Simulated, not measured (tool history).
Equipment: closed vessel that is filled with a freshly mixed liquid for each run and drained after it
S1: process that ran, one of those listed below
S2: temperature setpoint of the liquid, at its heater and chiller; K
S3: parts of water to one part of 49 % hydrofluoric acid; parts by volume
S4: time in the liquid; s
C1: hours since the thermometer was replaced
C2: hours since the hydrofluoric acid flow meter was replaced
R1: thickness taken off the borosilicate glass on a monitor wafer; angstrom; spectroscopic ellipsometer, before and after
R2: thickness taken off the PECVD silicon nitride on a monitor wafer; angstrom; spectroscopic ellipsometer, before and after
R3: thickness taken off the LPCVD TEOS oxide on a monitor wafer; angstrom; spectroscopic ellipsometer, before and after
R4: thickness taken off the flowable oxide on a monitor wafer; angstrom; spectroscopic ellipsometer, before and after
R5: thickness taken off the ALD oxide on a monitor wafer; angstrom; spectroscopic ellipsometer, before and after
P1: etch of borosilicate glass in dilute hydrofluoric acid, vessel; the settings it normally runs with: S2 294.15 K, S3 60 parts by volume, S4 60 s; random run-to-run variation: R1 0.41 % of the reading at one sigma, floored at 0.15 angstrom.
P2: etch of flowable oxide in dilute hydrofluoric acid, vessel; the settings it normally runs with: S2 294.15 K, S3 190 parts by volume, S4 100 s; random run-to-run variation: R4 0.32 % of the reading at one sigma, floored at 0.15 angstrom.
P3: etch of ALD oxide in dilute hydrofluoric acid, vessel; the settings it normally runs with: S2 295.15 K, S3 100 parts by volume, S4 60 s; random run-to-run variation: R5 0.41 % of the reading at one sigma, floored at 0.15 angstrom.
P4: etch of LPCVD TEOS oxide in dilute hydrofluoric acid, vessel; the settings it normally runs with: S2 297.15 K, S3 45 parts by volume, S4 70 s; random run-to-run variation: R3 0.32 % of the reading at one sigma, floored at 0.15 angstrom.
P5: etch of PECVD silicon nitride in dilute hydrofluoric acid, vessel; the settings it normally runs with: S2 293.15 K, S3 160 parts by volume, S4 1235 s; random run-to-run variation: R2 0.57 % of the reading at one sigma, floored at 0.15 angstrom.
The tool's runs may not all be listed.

{"run": 1, "hour": 9.9, "S1": "P1", "S2": 294.15, "S3": 60, "S4": 60, "C1": 672.8, "C2": 749.4, "R1": 351.94}
{"run": 2, "hour": 21.3, "S1": "P5", "S2": 293.15, "S3": 160, "S4": 1235, "C1": 684.2, "C2": 760.8, "R2": 103.15}
{"run": 3, "hour": 35.2, "S1": "P5", "S2": 290.15, "S3": 160, "S4": 1235, "C1": 698.1, "C2": 774.7, "R2": 84.516}
{"run": 4, "hour": 49.0, "S1": "P4", "S2": 297.15, "S3": 45, "S4": 130, "C1": 711.9, "C2": 788.5, "R3": 653.77}
{"run": 5, "hour": 58.7, "S1": "P1", "S2": 294.15, "S3": 20, "S4": 85, "C1": 721.6, "C2": 798.2, "R1": 1566.4}
{"run": 6, "hour": 73.4, "S1": "P2", "S2": 294.15, "S3": 90, "S4": 100, "C1": 736.3, "C2": 812.9, "R4": 376.79}
{"run": 7, "hour": 90.3, "S1": "P4", "S2": 297.15, "S3": 45, "S4": 70, "C1": 753.2, "C2": 829.8, "R3": 350.19}
{"run": 8, "hour": 102.5, "S1": "P1", "S2": 297.65, "S3": 95, "S4": 60, "C1": 765.4, "C2": 842.0, "R1": 244.85}
{"run": 9, "hour": 112.3, "S1": "P4", "S2": 290.15, "S3": 45, "S4": 70, "C1": 775.2, "C2": 851.8, "R3": 259.79}
{"run": 10, "hour": 123.3, "S1": "P4", "S2": 297.15, "S3": 45, "S4": 70, "C1": 786.2, "C2": 862.8, "R3": 351.11}
{"run": 11, "hour": 141.2, "S1": "P1", "S2": 290.15, "S3": 35, "S4": 60, "C1": 804.1, "C2": 880.7, "R1": 519.33}
{"run": 12, "hour": 152.7, "S1": "P3", "S2": 295.15, "S3": 100, "S4": 60, "C1": 815.6, "C2": 892.2, "R5": 72.489}
{"run": 13, "hour": 161.7, "S1": "P2", "S2": 294.15, "S3": 190, "S4": 100, "C1": 824.6, "C2": 901.2, "R4": 160.19}
{"run": 14, "hour": 178.9, "S1": "P2", "S2": 294.15, "S3": 190, "S4": 100, "C1": 841.8, "C2": 918.4, "R4": 160.82}
{"run": 15, "hour": 188.6, "S1": "P1", "S2": 294.15, "S3": 85, "S4": 60, "C1": 851.5, "C2": 928.1, "R1": 240.3}
{"run": 16, "hour": 204.9, "S1": "P3", "S2": 295.15, "S3": 140, "S4": 60, "C1": 867.8, "C2": 944.4, "R5": 49.734}
{"run": 17, "hour": 219.5, "S1": "P5", "S2": 293.15, "S3": 160, "S4": 2415, "C1": 882.4, "C2": 959.0, "R2": 199.73}
{"run": 18, "hour": 233.4, "S1": "P1", "S2": 294.15, "S3": 60, "S4": 60, "C1": 896.3, "C2": 972.9, "R1": 352.48}
{"run": 19, "hour": 250.6, "S1": "P1", "S2": 294.15, "S3": 60, "S4": 105, "C1": 913.5, "C2": 990.1, "R1": 616.18}
{"run": 20, "hour": 260.5, "S1": "P3", "S2": 295.15, "S3": 100, "S4": 60, "C1": 923.4, "C2": 1000.0, "R5": 73.006}
{"run": 21, "hour": 268.4, "S1": "P5", "S2": 293.15, "S3": 160, "S4": 1235, "C1": 931.3, "C2": 1007.9, "R2": 103.01}
{"run": 22, "hour": 278.5, "S1": "P1", "S2": 294.15, "S3": 35, "S4": 60, "C1": 941.4, "C2": 1018.0, "R1": 619.63}
{"run": 23, "hour": 295.8, "S1": "P4", "S2": 297.15, "S3": 20, "S4": 70, "C1": 958.7, "C2": 1035.3, "R3": 814.36}
{"run": 24, "hour": 309.1, "S1": "P2", "S2": 294.15, "S3": 190, "S4": 200, "C1": 972.0, "C2": 1048.6, "R4": 320.82}
{"run": 25, "hour": 320.4, "S1": "P3", "S2": 290.15, "S3": 100, "S4": 60, "C1": 983.3, "C2": 1059.9, "R5": 59.214}
{"run": 26, "hour": 331.8, "S1": "P1", "S2": 294.15, "S3": 60, "S4": 35, "C1": 994.7, "C2": 1071.3, "R1": 204.67}
{"hour": 338.6, "done": "thermometer replaced"}
{"run": 27, "hour": 347.2, "S1": "P2", "S2": 290.15, "S3": 190, "S4": 100, "C1": 8.7, "C2": 1086.7, "R4": 137.18}
{"run": 28, "hour": 359.8, "S1": "P5", "S2": 293.15, "S3": 245, "S4": 1235, "C1": 21.3, "C2": 1099.3, "R2": 67.764}
{"run": 29, "hour": 368.9, "S1": "P1", "S2": 290.15, "S3": 60, "S4": 60, "C1": 30.4, "C2": 1108.4, "R1": 295.88}
{"run": 30, "hour": 383.4, "S1": "P1", "S2": 300.65, "S3": 60, "S4": 60, "C1": 44.9, "C2": 1122.9, "R1": 458.24}
{"run": 31, "hour": 396.0, "S1": "P1", "S2": 294.15, "S3": 60, "S4": 60, "C1": 57.5, "C2": 1135.5, "R1": 350.96}
{"run": 32, "hour": 410.8, "S1": "P1", "S2": 294.15, "S3": 60, "S4": 60, "C1": 72.3, "C2": 1150.3, "R1": 353.21}
{"run": 33, "hour": 426.9, "S1": "P3", "S2": 295.15, "S3": 100, "S4": 100, "C1": 88.4, "C2": 1166.4, "R5": 120.5}
{"run": 34, "hour": 443.3, "S1": "P1", "S2": 294.15, "S3": 60, "S4": 60, "C1": 104.8, "C2": 1182.8, "R1": 352.28}
{"run": 35, "hour": 452.0, "S1": "P1", "S2": 294.15, "S3": 60, "S4": 60, "C1": 113.5, "C2": 1191.5, "R1": 340.33}
{"run": 36, "hour": 463.1, "S1": "P1", "S2": 294.15, "S3": 60, "S4": 60, "C1": 124.6, "C2": 1202.6, "R1": 333.28}
{"run": 37, "hour": 472.4, "S1": "P1", "S2": 294.15, "S3": 60, "S4": 60, "C1": 133.9, "C2": 1211.9, "R1": 329.38}
{"run": 38, "hour": 486.0, "S1": "P1", "S2": 294.15, "S3": 60, "S4": 60, "C1": 147.5, "C2": 1225.5, "R1": 325.54}
{"run": 39, "hour": 495.9, "S1": "P1", "S2": 294.15, "S3": 60, "S4": 60, "C1": 157.4, "C2": 1235.4, "R1": 324.48}
{"run": 40, "hour": 507.5, "S1": "P1", "S2": 294.15, "S3": 60, "S4": 60, "C1": 169.0, "C2": 1247.0, "R1": 323.15}
{"run": 41, "hour": 517.5, "S1": "P1", "S2": 294.15, "S3": 60, "S4": 60, "C1": 179.0, "C2": 1257.0, "R1": 323.65}
{"run": 42, "hour": 531.7, "S1": "P1", "S2": 294.15, "S3": 60, "S4": 60, "C1": 193.2, "C2": 1271.2, "R1": 322.67}

P1 has crept away from where it was. The log is fitted equally well by each of these 2 causes, at the sizes shown:
A: hydrofluoric acid flow below the setpoint (%) = 7.63
B: liquid colder than its thermometer reads (K) = 2.03
Creep in the process output first set in at about hour 443.3.

The check runs listed below each take one wafer, and their results are still question marks. Under which run would the listed causes lead to clearly different results?
{"run": "check 1", "hour": 545.9, "S1": "P3", "S2": 290.15, "S3": 100, "S4": 80, "R5": "?"}
{"run": "check 2", "hour": 545.9, "S1": "P2", "S2": 294.15, "S3": 105, "S4": 185, "R4": "?"}
{"run": "check 3", "hour": 545.9, "S1": "P5", "S2": 293.15, "S3": 160, "S4": 2260, "R2": "?"}
{"run": "check 4", "hour": 545.9, "S1": "P4", "S2": 292.65, "S3": 30, "S4": 70, "R3": "?"}

Predicted outcomes, by check and by cause:
check=check_1 result=R5 if_A=72.376 if_B=72.484
check=check_2 result=R4 if_A=538.27 if_B=541.51
check=check_3 result=R2 if_A=175.080 if_B=165.040
check=check_4 result=R3 if_A=408.40 if_B=405.92
Separation of the two closest causes in each check, using whichever result separates them best: check 1 0.15 %; check 2 0.6 %; check 3 5.91 %; check 4 0.61 %
Check 3 tells the causes apart: in the others they would give nearly the same result.

With check 3 done, the readings were: R2 164.710 angstrom. Identify which of the listed causes applies.

B is the cause: liquid colder than its thermometer reads (K).
